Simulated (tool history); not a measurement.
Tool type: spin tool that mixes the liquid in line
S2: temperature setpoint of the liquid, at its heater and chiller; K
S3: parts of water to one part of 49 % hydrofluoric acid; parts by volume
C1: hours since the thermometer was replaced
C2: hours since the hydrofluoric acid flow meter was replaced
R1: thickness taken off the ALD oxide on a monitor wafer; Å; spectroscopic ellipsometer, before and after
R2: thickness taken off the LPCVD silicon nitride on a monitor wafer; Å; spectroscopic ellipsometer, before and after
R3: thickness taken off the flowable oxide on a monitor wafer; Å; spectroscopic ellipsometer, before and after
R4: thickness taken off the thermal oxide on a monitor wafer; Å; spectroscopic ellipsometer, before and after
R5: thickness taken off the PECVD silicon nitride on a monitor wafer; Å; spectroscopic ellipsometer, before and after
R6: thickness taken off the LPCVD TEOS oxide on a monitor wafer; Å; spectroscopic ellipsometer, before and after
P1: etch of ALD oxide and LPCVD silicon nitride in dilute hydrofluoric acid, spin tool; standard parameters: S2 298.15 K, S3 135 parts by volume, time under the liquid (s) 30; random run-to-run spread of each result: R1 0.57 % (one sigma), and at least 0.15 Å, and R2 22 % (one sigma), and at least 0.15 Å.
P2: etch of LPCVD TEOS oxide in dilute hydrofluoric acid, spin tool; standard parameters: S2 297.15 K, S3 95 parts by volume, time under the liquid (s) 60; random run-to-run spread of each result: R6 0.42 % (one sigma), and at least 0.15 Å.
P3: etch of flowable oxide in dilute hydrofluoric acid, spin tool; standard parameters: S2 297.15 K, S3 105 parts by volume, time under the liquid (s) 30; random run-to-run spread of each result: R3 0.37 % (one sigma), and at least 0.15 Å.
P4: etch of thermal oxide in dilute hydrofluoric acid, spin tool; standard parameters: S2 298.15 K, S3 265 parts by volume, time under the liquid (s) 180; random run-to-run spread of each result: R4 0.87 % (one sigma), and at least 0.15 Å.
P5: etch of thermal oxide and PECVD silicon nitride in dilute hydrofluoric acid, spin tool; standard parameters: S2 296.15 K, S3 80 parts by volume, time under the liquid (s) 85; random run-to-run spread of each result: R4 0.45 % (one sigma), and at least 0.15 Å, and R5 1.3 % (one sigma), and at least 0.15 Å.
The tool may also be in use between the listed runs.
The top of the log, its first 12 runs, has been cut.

run 13 hour=61.1 | process_that_ran=P1 S2=298.15 S3=135 time_under_the_liquid_(s)=30 | C1=1943.9 C2=811.1 | R1=71.132 R2=0.98673
run 14 hour=65.6 | process_that_ran=P2 S2=297.15 S3=145 time_under_the_liquid_(s)=60 | C1=1948.4 C2=815.6 | R6=68.354
run 15 hour=68.2 | process_that_ran=P2 S2=297.15 S3=95 time_under_the_liquid_(s)=35 | C1=1951.0 C2=818.2 | R6=64.790
run 16 hour=73.9 | process_that_ran=P1 S2=298.15 S3=135 time_under_the_liquid_(s)=30 | C1=1956.7 C2=823.9 | R1=70.779 R2=0.83607
run 17 hour=79.4 | process_that_ran=P1 S2=298.15 S3=135 time_under_the_liquid_(s)=15 | C1=1962.2 C2=829.4 | R1=35.035 R2=0.71075
run 18 hour=82.9 | process_that_ran=P3 S2=301.15 S3=105 time_under_the_liquid_(s)=30 | C1=1965.7 C2=832.9 | R3=98.458
run 19 hour=88.8 | process_that_ran=P1 S2=298.15 S3=135 time_under_the_liquid_(s)=30 | C1=1971.6 C2=838.8 | R1=70.707 R2=0.69706
run 20 hour=94.0 | process_that_ran=P4 S2=298.15 S3=425 time_under_the_liquid_(s)=180 | C1=1976.8 C2=844.0 | R4=14.307
run 21 hour=98.7 | process_that_ran=P3 S2=297.15 S3=105 time_under_the_liquid_(s)=30 | C1=1981.5 C2=848.7 | R3=85.045
run 22 hour=103.7 | process_that_ran=P1 S2=298.15 S3=135 time_under_the_liquid_(s)=30 | C1=1986.5 C2=853.7 | R1=70.700 R2=0.67129
run 23 hour=107.6 | process_that_ran=P1 S2=306.15 S3=135 time_under_the_liquid_(s)=30 | C1=1990.4 C2=857.6 | R1=94.948 R2=1.94640
run 24 hour=113.4 | process_that_ran=P2 S2=293.65 S3=95 time_under_the_liquid_(s)=60 | C1=1996.2 C2=863.4 | R6=96.702
run 25 hour=117.7 | process_that_ran=P4 S2=298.15 S3=265 time_under_the_liquid_(s)=75 | C1=2000.5 C2=867.7 | R4=11.289
run 26 hour=122.8 | process_that_ran=P5 S2=296.15 S3=80 time_under_the_liquid_(s)=170 | C1=2005.6 C2=872.8 | R4=97.117 R5=33.647
run 27 hour=128.1 | process_that_ran=P1 S2=294.15 S3=135 time_under_the_liquid_(s)=30 | C1=2010.9 C2=878.1 | R1=60.359 R2=1.05790
run 28 hour=133.0 | process_that_ran=P1 S2=298.15 S3=215 time_under_the_liquid_(s)=30 | C1=2015.8 C2=883.0 | R1=40.274 R2=1.07760
run 29 hour=138.4 | process_that_ran=P5 S2=296.15 S3=80 time_under_the_liquid_(s)=85 | C1=2021.2 C2=888.4 | R4=48.678 R5=16.909
run 30 hour=143.6 | process_that_ran=P5 S2=296.15 S3=125 time_under_the_liquid_(s)=85 | C1=2026.4 C2=893.6 | R4=29.163 R5=11.252
run 31 hour=149.4 | process_that_ran=P1 S2=298.15 S3=135 time_under_the_liquid_(s)=30 | C1=2032.2 C2=899.4 | R1=71.049 R2=0.86155
run 32 hour=152.3 | process_that_ran=P2 S2=297.15 S3=95 time_under_the_liquid_(s)=60 | C1=2035.1 C2=902.3 | R6=111.430
run 33 hour=155.6 | process_that_ran=P3 S2=297.15 S3=105 time_under_the_liquid_(s)=15 | C1=2038.4 C2=905.6 | R3=42.241

Predict the results of run 34:
run 34 hour=160.5 | process_that_ran=P1 S2=298.15 S3=135 time_under_the_liquid_(s)=30 | C1=2043.3 C2=910.5 | R1=? R2=?

Run 34 came out at R1 70.929 Å, R2 1.42520 Å.
